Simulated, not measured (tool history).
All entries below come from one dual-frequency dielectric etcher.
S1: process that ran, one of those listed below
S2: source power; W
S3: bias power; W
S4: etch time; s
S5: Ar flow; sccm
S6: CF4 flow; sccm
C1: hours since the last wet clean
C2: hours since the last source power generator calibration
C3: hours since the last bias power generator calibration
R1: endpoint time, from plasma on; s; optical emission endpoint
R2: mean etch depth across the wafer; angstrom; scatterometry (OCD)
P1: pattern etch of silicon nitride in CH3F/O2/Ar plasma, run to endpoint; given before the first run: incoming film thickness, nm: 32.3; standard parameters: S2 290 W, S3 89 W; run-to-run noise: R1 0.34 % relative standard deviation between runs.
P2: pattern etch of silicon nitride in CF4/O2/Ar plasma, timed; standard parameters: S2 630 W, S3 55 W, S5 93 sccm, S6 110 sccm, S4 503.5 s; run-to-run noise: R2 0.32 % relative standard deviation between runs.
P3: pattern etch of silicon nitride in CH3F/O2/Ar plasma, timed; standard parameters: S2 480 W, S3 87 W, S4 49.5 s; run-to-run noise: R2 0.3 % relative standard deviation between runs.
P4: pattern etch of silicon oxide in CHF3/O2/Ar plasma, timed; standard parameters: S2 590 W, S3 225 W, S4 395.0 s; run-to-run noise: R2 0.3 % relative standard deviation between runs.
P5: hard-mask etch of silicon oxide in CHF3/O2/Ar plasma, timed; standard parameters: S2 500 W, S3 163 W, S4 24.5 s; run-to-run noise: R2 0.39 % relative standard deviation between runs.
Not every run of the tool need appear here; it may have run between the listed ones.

run	hour	S1	S2	S3	S4	S5	S6	C1	C2	C3	R1	R2
1	5.8	P1	290	89				101.8	3345.9	1092.1	47.790	
2	8.8	P1	290	70				104.8	3348.9	1095.1	52.396	
3	14.3	P5	500	163	24.5			110.3	3354.4	1100.6		430.60
4	17.9	P1	290	89				113.9	3358.0	1104.2	48.047	
5	20.9	P5	670	163	24.5			116.9	3361.0	1107.2		482.73
6	23.9	P1	290	89				119.9	3364.0	1110.2	48.027	
7	28.8	P3	480	121	49.5			124.8	3368.9	1115.1		433.94
8	34.4	P3	310	87	49.5			130.4	3374.5	1120.7		327.51
9	37.7	P2	630	55	503.5	93	71	133.7	3377.8	1124.0		11520.00
10	42.9	P2	630	55	503.5	64	110	138.9	3383.0	1129.2		12715.00
11	48.7	P1	290	114				144.7	3388.8	1135.0	44.012	
12	51.3	P4	590	225	395.0			147.3	3391.4	1137.6		8429.90
13	57.4	P2	630	55	277.0	93	110	153.4	3397.5	1143.7		6712.40
14	61.3	P1	200	57				157.3	3401.4	1147.6	64.861	
15	66.5	P5	500	163	30.5			162.5	3406.6	1152.8		536.86
16	71.1	P5	500	213	24.5			167.1	3411.2	1157.4		471.96
17	75.3	P4	590	225	260.0			171.3	3415.4	1161.6		5524.10
18	78.0	P3	480	87	27.0			174.0	3418.1	1164.3		211.51
19	81.3	P5	500	163	24.5			177.3	3421.4	1167.6		432.45
20	86.4	P3	480	87	49.5			182.4	3426.5	1172.7		386.93
21	92.4	P4	590	225	395.0			188.4	3432.5	1178.7		8384.80
22	95.8	P2	630	55	503.5	93	110	191.8	3435.9	1182.1		12103.00
23	100.5	P1	240	89				196.5	3440.6	1186.8	51.360	
24	103.7	P2	630	70	503.5	93	110	199.7	3443.8	1190.0		13397.00
25	107.3	P1	390	89				203.3	3447.4	1193.6	43.054	
26	112.5	P2	800	55	503.5	93	110	208.5	3452.6	1198.8		14967.00
27	117.7	P4	590	272	395.0			213.7	3457.8	1204.0		8988.30
28	120.6	P4	450	225	395.0			216.6	3460.7	1206.9		7608.60
29	124.9	P1	290	89				220.9	3465.0	1211.2	48.139	
30	130.8	P1	290	89				226.8	3470.9	1217.1	48.020	
31	135.6	P1	290	89				231.6	3475.7	1221.9	47.915	
32	140.5	P1	290	89				236.5	3480.6	1226.8	47.634	
# hour 143.9: wet clean of the chamber
33	143.9	P1	290	89				0.0	3484.0	1230.2	47.461	

Estimate the outcome of run 34 from the log above:
34	147.3	P1	290	89				3.4	3487.4	1233.6	?	

{"run 34": {"R1": 47.049}}
